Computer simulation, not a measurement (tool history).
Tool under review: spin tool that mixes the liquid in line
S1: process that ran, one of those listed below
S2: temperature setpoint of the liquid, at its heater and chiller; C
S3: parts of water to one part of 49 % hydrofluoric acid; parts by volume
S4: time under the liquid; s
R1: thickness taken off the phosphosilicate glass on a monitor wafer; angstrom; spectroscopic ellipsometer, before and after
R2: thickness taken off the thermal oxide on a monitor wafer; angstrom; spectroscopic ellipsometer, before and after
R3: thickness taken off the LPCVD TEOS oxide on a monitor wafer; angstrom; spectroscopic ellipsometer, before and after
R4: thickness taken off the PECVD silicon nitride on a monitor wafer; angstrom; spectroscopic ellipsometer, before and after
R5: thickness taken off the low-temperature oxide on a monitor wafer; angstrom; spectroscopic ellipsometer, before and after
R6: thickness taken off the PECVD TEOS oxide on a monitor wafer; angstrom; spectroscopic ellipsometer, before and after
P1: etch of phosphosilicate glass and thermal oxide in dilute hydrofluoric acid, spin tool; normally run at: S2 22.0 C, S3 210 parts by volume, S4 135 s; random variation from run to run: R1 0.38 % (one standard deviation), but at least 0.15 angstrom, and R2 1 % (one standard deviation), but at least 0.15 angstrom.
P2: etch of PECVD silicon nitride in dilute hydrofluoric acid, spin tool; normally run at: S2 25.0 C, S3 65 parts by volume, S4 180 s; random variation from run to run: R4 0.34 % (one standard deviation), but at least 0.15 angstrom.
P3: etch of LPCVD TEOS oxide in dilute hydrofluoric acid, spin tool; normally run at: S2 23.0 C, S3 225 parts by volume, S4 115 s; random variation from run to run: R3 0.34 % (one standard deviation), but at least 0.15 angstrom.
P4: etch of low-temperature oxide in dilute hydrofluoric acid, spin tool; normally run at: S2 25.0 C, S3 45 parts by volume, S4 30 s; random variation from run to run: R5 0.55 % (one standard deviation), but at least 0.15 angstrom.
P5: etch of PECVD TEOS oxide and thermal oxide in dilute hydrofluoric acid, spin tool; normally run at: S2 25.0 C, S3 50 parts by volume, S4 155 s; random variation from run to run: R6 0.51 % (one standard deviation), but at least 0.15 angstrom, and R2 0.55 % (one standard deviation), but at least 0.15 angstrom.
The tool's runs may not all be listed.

Run 1, hour 6.1: S1 P1, S2 22.0 C, S3 210 parts by volume, S4 135 s. Result: R1 581.140 angstrom, R2 26.0140 angstrom.
Run 2, hour 10.3: S1 P3, S2 31.5 C, S3 225 parts by volume, S4 115 s. Result: R3 97.227 angstrom.
Run 3, hour 16.4: S1 P2, S2 29.0 C, S3 65 parts by volume, S4 180 s. Result: R4 85.598 angstrom.
Run 4, hour 21.4: S1 P3, S2 23.0 C, S3 225 parts by volume, S4 35 s. Result: R3 21.754 angstrom.
Run 5, hour 26.0: S1 P1, S2 22.0 C, S3 210 parts by volume, S4 135 s. Result: R1 586.360 angstrom, R2 25.8150 angstrom.
Run 6, hour 29.5: S1 P4, S2 25.0 C, S3 45 parts by volume, S4 30 s. Result: R5 265.60 angstrom.
Run 7, hour 33.7: S1 P1, S2 22.0 C, S3 210 parts by volume, S4 205 s. Result: R1 884.970 angstrom, R2 39.6450 angstrom.
Run 8, hour 37.0: S1 P5, S2 25.0 C, S3 50 parts by volume, S4 310 s. Result: R2 330.2700 angstrom, R6 634.33 angstrom.
Run 9, hour 41.4: S1 P5, S2 25.0 C, S3 50 parts by volume, S4 155 s. Result: R2 162.7400 angstrom, R6 316.09 angstrom.
Run 10, hour 44.6: S1 P1, S2 22.0 C, S3 210 parts by volume, S4 15 s. Result: R1 64.869 angstrom, R2 2.8269 angstrom.
Run 11, hour 50.5: S1 P4, S2 25.0 C, S3 75 parts by volume, S4 30 s. Result: R5 151.14 angstrom.
Run 12, hour 56.5: S1 P2, S2 25.0 C, S3 65 parts by volume, S4 40 s. Result: R4 14.697 angstrom.
Run 13, hour 60.4: S1 P1, S2 17.0 C, S3 210 parts by volume, S4 135 s. Result: R1 483.390 angstrom, R2 21.2870 angstrom.
Run 14, hour 64.0: S1 P1, S2 27.5 C, S3 210 parts by volume, S4 135 s. Result: R1 708.430 angstrom, R2 32.3790 angstrom.
Run 15, hour 68.6: S1 P4, S2 25.0 C, S3 45 parts by volume, S4 30 s. Result: R5 262.22 angstrom.
Run 16, hour 73.2: S1 P4, S2 25.0 C, S3 45 parts by volume, S4 55 s. Result: R5 484.66 angstrom.
Run 17, hour 78.0: S1 P1, S2 22.0 C, S3 310 parts by volume, S4 135 s. Result: R1 360.570 angstrom, R2 16.2400 angstrom.
Run 18, hour 81.3: S1 P5, S2 25.0 C, S3 80 parts by volume, S4 155 s. Result: R2 98.1680 angstrom, R6 190.25 angstrom.
Run 19, hour 84.3: S1 P3, S2 23.0 C, S3 320 parts by volume, S4 115 s. Result: R3 45.825 angstrom.
Run 20, hour 88.0: S1 P1, S2 22.0 C, S3 210 parts by volume, S4 135 s. Result: R1 584.160 angstrom, R2 26.0550 angstrom.
Run 21, hour 91.6: S1 P1, S2 18.5 C, S3 210 parts by volume, S4 30 s. Result: R1 113.240 angstrom, R2 5.0656 angstrom.
Run 22, hour 95.5: S1 P2, S2 25.0 C, S3 65 parts by volume, S4 180 s. Result: R4 65.834 angstrom.
Run 23, hour 100.3: S1 P5, S2 30.0 C, S3 50 parts by volume, S4 155 s. Result: R2 203.0800 angstrom, R6 386.36 angstrom.
Run 24, hour 103.5: S1 P1, S2 22.0 C, S3 210 parts by volume, S4 135 s. Result: R1 584.700 angstrom, R2 26.2190 angstrom.
Run 25, hour 107.6: S1 P3, S2 23.0 C, S3 225 parts by volume, S4 115 s. Result: R3 71.826 angstrom.
Run 26, hour 113.5: S1 P1, S2 22.0 C, S3 210 parts by volume, S4 135 s. Result: R1 580.930 angstrom, R2 25.6520 angstrom.
Run 27, hour 118.6: S1 P1, S2 22.0 C, S3 210 parts by volume, S4 135 s. Result: R1 585.140 angstrom, R2 26.3040 angstrom.
Run 28, hour 121.8: S1 P4, S2 21.0 C, S3 45 parts by volume, S4 30 s. Result: R5 223.81 angstrom.
Run 29, hour 126.6: S1 P2, S2 25.0 C, S3 100 parts by volume, S4 180 s. Result: R4 43.208 angstrom.
Run 30, hour 130.0: S1 P1, S2 17.0 C, S3 210 parts by volume, S4 30 s. Result: R1 107.080 angstrom, R2 4.8137 angstrom.
At hour 130.5: hydrofluoric acid flow meter replaced.
Run 31, hour 134.3: S1 P1, S2 22.0 C, S3 115 parts by volume, S4 135 s. Result: R1 1192.900 angstrom, R2 51.8810 angstrom.
Run 32, hour 139.3: S1 P2, S2 25.0 C, S3 65 parts by volume, S4 180 s. Result: R4 66.365 angstrom.
Run 33, hour 142.6: S1 P1, S2 22.0 C, S3 355 parts by volume, S4 215 s. Result: R1 481.760 angstrom, R2 21.3610 angstrom.
Run 34, hour 148.1: S1 P1, S2 22.0 C, S3 210 parts by volume, S4 135 s. Result: R1 584.350 angstrom, R2 25.7780 angstrom.
Run 35, hour 153.4: S1 P1, S2 22.0 C, S3 210 parts by volume, S4 135 s. Result: R1 601.880 angstrom, R2 26.8480 angstrom.
Run 36, hour 156.8: S1 P1, S2 22.0 C, S3 210 parts by volume, S4 135 s. Result: R1 611.000 angstrom, R2 26.7680 angstrom.
Run 37, hour 162.3: S1 P1, S2 22.0 C, S3 210 parts by volume, S4 135 s. Result: R1 611.590 angstrom, R2 28.1930 angstrom.
Run 38, hour 166.2: S1 P1, S2 22.0 C, S3 210 parts by volume, S4 135 s. Result: R1 616.240 angstrom, R2 27.3800 angstrom.
Run 39, hour 170.6: S1 P1, S2 22.0 C, S3 210 parts by volume, S4 135 s. Result: R1 614.370 angstrom, R2 26.9160 angstrom.
Run 40, hour 174.3: S1 P1, S2 22.0 C, S3 210 parts by volume, S4 135 s. Result: R1 619.320 angstrom, R2 27.5980 angstrom.

Something has made what P1 gives creep away from where it was; the 2 causes below, each at its own stated size, fit the log equally well:
A: liquid hotter than its thermometer reads (K) = 1.49
B: hydrofluoric acid flow above the setpoint (%) = 4.68
The onset of the drift is placed at about hour 148.1.

Of the 4 check runs listed below, each run on one wafer and each result written as a question mark, which would let you distinguish the listed causes because they would give clearly different results?
Run check 1, hour 178.0: S1 P4, S2 25.0 C, S3 45 parts by volume, S4 30 s. Result: R5 ?.
Run check 2, hour 178.0: S1 P5, S2 25.0 C, S3 50 parts by volume, S4 155 s. Result: R2 ?, R6 ?.
Run check 3, hour 178.0: S1 P2, S2 25.0 C, S3 65 parts by volume, S4 180 s. Result: R4 ?.
Run check 4, hour 178.0: S1 P3, S2 23.0 C, S3 225 parts by volume, S4 115 s. Result: R3 ?.

What every check run would give for each of its results, assuming each possible cause in turn:
  check  result      if A      if B
check 1      R5    280.96    277.53
check 2      R2  174.1400  172.1400
check 2      R6    338.50    334.59
check 3      R4    73.037    69.243
check 4      R3    75.764    75.896
Minimum pairwise separation of causes per check, each pair taken at its best-separating result: check 1 1.23 %; check 2 1.16 %; check 3 5.33 %; check 4 0.17 %
The causes can be told apart only by check 3. The other checks would give nearly the same results under each of them.

With check 3 done, the readings were: R4 69.585 angstrom. Identify which of the listed causes applies.

It is B: hydrofluoric acid flow above the setpoint (%).

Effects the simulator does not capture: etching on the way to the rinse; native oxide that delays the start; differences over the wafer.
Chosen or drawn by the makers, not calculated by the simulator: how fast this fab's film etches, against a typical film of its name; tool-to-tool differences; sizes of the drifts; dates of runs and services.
